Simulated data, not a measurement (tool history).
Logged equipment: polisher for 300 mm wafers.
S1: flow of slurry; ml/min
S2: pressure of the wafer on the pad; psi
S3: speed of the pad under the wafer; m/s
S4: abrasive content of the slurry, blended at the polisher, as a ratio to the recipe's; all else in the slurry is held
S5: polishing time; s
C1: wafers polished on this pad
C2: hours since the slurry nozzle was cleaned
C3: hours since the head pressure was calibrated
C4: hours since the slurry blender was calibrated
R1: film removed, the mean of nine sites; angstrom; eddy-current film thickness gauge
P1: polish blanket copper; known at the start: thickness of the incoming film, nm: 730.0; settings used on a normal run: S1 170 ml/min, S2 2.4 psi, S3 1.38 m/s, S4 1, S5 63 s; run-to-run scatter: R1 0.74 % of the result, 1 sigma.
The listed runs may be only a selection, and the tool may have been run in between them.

| run | hour | S1 | S2 | S3 | S4 | S5 | C1 | C2 | C3 | C4 | R1 |
|---|---|---|---|---|---|---|---|---|---|---|---|
| 1 | 10.7 | 170 | 2.4 | 1.38 | 1 | 63 | 474 | 542.5 | 907.7 | 146.3 | 2611.3 |
| 2 | 21.2 | 170 | 3.1 | 1.92 | 1 | 63 | 534 | 553 | 918.2 | 156.8 | 4673.7 |
| 3 | 30.1 | 170 | 2.4 | 1.38 | 1 | 35 | 584 | 561.9 | 927.1 | 165.7 | 1432.7 |
| 4 | 39.6 | 170 | 2.4 | 1.38 | 1 | 63 | 638 | 571.4 | 936.6 | 175.2 | 2595.4 |
| 5 | 52.4 | 170 | 2.4 | 2.18 | 1 | 63 | 711 | 584.2 | 949.4 | 188 | 4107.6 |
| 6 | 60.1 | 170 | 2.4 | 1.38 | 1 | 63 | 755 | 591.9 | 957.1 | 195.7 | 2624.5 |
| 7 | 74 | 170 | 2.4 | 1.38 | 1 | 63 | 834 | 605.8 | 971 | 209.6 | 2583.5 |
| 8 | 85.6 | 100 | 2.4 | 1.38 | 1 | 63 | 900 | 617.4 | 982.6 | 221.2 | 2315.8 |
| 9 | 100 | 170 | 3.2 | 1.38 | 1 | 63 | 982 | 631.8 | 997 | 235.6 | 3460.7 |
| 10 | 108.8 | 170 | 2.4 | 1.38 | 1 | 63 | 1032 | 640.6 | 1005.8 | 244.4 | 2591.5 |
| 11 | 118.7 | 170 | 2.4 | 1.38 | 1 | 97 | 1088 | 650.5 | 1015.7 | 254.3 | 3995.5 |
| 12 | 128.9 | 170 | 1.1 | 1.38 | 1 | 63 | 1147 | 660.7 | 1025.9 | 264.5 | 1206.8 |
| 13 | 143.4 | 170 | 2.4 | 0.66 | 1 | 63 | 1229 | 675.2 | 1040.4 | 279 | 1239.4 |
| 14 | 152.4 | 170 | 2.4 | 1.38 | 0.5 | 63 | 1280 | 684.2 | 1049.4 | 288 | 2244.6 |
| 15 | 164.2 | 170 | 2.4 | 1.38 | 0.55 | 45 | 1347 | 696 | 1061.2 | 299.8 | 1630.8 |
| 16 | 177 | 170 | 2.4 | 1.38 | 1 | 63 | 1420 | 708.8 | 1074 | 312.6 | 2589.1 |
| 17 | 189.1 | 170 | 2.4 | 1.38 | 1.3 | 63 | 1489 | 720.9 | 1086.1 | 324.7 | 2712.1 |
| 18 | 201 | 245 | 2.4 | 1.38 | 1 | 63 | 1557 | 732.8 | 1098 | 336.6 | 2720.3 |
| 19 | 208.1 | 170 | 2.4 | 1.38 | 1 | 63 | 1597 | 739.9 | 1105.1 | 343.7 | 2590.7 |
| 20 | 221.5 | 170 | 2.4 | 1.38 | 1 | 63 | 1673 | 753.3 | 1118.5 | 357.1 | 2473.9 |
| 21 | 235.5 | 170 | 2.4 | 1.38 | 1 | 63 | 1753 | 767.3 | 1132.5 | 371.1 | 2421.1 |

Expected results for the next run?
|  | 236.1 | slurry blender recalibrated |
| 22 | 242.1 | 170 | 2.4 | 1.38 | 1 | 63 | 1791 | 773.9 | 1139.1 | 6 | ? |

{"run 22": {"R1": 2390.2}}
